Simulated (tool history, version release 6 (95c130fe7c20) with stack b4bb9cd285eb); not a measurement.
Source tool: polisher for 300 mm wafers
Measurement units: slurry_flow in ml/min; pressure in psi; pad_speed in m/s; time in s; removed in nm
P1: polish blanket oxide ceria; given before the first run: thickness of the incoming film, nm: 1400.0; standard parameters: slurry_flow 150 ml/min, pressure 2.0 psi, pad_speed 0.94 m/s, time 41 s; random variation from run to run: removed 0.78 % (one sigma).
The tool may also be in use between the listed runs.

| run | hour | slurry_flow | pressure | pad_speed | time | removed |
|---|---|---|---|---|---|---|
| 1 | 7.7 | 150 | 2.0 | 0.94 | 41 | 121.570 |
| 2 | 16.7 | 150 | 2.0 | 0.54 | 22 | 37.882 |
| 3 | 27.3 | 90 | 2.0 | 0.94 | 41 | 109.830 |
| 4 | 39.7 | 150 | 2.0 | 0.94 | 41 | 122.900 |
|  | 43.3 | worn pad replaced by a new one |
| 5 | 47.3 | 150 | 2.9 | 0.94 | 41 | 177.500 |
| 6 | 57.0 | 150 | 2.0 | 0.94 | 41 | 122.190 |
| 7 | 66.3 | 190 | 0.9 | 0.94 | 41 | 56.760 |
| 8 | 72.6 | 150 | 2.0 | 0.94 | 41 | 120.610 |
|  | 73.7 | head pressure recalibrated |
| 9 | 84.2 | 230 | 2.0 | 0.94 | 41 | 128.920 |
| 10 | 92.2 | 150 | 2.0 | 0.94 | 63 | 188.790 |
| 11 | 98.4 | 150 | 2.0 | 0.94 | 19 | 56.799 |
| 12 | 105.9 | 150 | 2.0 | 0.94 | 41 | 122.050 |
| 13 | 114.7 | 150 | 2.0 | 1.42 | 41 | 184.890 |
| 14 | 124.7 | 150 | 1.1 | 0.94 | 41 | 67.891 |
| 15 | 131.7 | 150 | 2.0 | 0.50 | 41 | 66.414 |
| 16 | 143.2 | 150 | 2.0 | 0.94 | 41 | 122.030 |
| 17 | 153.7 | 150 | 2.0 | 0.94 | 41 | 117.610 |
| 18 | 165.5 | 150 | 2.0 | 0.94 | 41 | 115.290 |
| 19 | 172.6 | 150 | 2.0 | 0.94 | 41 | 114.930 |
| 20 | 180.7 | 150 | 2.0 | 0.94 | 41 | 111.180 |
| 21 | 188.4 | 150 | 2.0 | 0.94 | 41 | 110.450 |
|  | 189.2 | worn pad replaced by a new one |
| 22 | 195.0 | 150 | 2.0 | 0.94 | 41 | 112.000 |
| 23 | 204.1 | 150 | 2.0 | 0.94 | 41 | 111.680 |

For run 24, what comes out?
| 24 | 211.9 | 150 | 2.0 | 0.94 | 41 | ? |

Run 24 gave removed 110.760 nm.
